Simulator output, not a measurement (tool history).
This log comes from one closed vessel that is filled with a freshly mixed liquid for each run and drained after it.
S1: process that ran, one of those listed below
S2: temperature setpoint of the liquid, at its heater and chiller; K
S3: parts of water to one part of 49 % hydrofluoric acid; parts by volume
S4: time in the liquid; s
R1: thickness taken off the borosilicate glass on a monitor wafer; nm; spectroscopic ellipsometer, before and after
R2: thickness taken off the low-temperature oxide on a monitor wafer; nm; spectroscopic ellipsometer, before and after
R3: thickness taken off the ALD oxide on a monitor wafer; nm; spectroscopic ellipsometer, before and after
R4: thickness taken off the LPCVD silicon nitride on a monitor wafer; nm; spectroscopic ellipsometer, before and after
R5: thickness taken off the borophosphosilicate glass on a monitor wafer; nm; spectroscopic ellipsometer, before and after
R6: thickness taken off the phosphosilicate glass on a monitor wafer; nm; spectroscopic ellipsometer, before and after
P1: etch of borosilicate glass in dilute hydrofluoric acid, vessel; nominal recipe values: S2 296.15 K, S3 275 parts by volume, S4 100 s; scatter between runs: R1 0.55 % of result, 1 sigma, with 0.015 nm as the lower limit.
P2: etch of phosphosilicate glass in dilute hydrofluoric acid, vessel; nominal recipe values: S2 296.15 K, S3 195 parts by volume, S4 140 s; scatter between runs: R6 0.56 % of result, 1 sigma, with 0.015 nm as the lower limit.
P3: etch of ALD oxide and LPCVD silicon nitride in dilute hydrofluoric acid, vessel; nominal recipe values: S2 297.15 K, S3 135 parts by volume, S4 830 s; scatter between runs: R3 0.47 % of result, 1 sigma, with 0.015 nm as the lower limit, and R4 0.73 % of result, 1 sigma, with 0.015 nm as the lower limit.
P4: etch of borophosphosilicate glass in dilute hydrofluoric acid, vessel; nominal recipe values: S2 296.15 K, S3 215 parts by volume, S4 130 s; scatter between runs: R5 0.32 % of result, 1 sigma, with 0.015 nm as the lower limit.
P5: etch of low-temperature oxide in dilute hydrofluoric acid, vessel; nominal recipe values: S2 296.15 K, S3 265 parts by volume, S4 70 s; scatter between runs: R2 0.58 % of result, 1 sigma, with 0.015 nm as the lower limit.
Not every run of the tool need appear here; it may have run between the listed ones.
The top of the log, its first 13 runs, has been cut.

run  hour  S1      S2   S3   S4       R1  R2      R3       R4      R5      R6
 14  43.8  P1  296.15   65  140  56.8650
 15  47.9  P4  296.15  215  205                                33.834
 16  50.0  P3  297.15  225  830               30.319  1.71960
 17  53.4  P2  296.15  195  140                                        49.400
 18  57.0  P1  296.15   45  100  60.0520
 19  59.2  P4  296.15   85  130                                62.954
 20  62.8  P1  291.65  275  100   6.4709
 21  66.1  P1  296.15  275  100   7.5792
 22  70.0  P2  291.15  195  140                                        40.748
 23  73.7  P1  296.15  275  160  12.2250
 24  77.4  P2  296.15  195  260                                        92.075
 25  81.3  P1  296.15  275  100   7.5711
 26  85.3  P1  301.65  275  100   9.1407
 27  88.1  P1  296.15  275  100   7.6420

Predict the results of run 28:
 28  90.3  P3  290.15  135  830           ?   ?

R3: 42.296 nm
R4: 1.79400 nm

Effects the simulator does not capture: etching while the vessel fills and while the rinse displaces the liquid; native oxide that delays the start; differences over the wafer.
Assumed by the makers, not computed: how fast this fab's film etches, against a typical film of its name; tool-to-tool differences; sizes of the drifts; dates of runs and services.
